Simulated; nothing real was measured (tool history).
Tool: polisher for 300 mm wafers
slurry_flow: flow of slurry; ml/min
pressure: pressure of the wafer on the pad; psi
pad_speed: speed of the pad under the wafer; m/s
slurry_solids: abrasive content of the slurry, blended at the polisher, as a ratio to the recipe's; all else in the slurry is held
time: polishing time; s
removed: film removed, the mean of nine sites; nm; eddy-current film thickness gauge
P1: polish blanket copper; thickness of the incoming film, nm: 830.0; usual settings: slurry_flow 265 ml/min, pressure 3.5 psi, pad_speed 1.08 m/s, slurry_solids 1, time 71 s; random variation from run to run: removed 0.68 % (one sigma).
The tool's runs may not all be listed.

run,hour,slurry_flow,pressure,pad_speed,slurry_solids,time,removed
1,8.6,265,3.5,1.08,1,71,311.31
2,21.2,265,3.5,1.08,1,71,312.1
3,32.9,265,3.5,1.08,1,93,408.5
4,48.3,360,3.5,1.08,1,71,321.77
5,59.8,265,2,1.08,1,71,178.07
6,67.8,265,3.5,1.08,1,71,310.6
7,79.7,265,3.5,0.64,1,36,93.698
8,87.8,265,3.5,1.68,1,71,483.99
9,102.6,265,3.5,1.08,1,71,312.25
10,114.5,265,3.5,1.08,1,36,157.77
11,127.7,265,3.5,1.08,0.5,71,272.86
12,134.9,160,3.5,1.08,1,71,292.73
13,147.2,265,3.5,1.08,1.5,71,339.66
14,160.7,265,5.2,1.08,1,71,459.39
15,169.9,265,3.5,0.78,1,71,224.3
16,181.8,265,3.5,1.08,1,71,312.03
17,188.9,265,3.5,1.08,1,71,312.9

Run 18 comes next. What will it give?
18,197.5,265,3.5,1.08,1,71,?

Run 18 gave removed 308.8 nm.

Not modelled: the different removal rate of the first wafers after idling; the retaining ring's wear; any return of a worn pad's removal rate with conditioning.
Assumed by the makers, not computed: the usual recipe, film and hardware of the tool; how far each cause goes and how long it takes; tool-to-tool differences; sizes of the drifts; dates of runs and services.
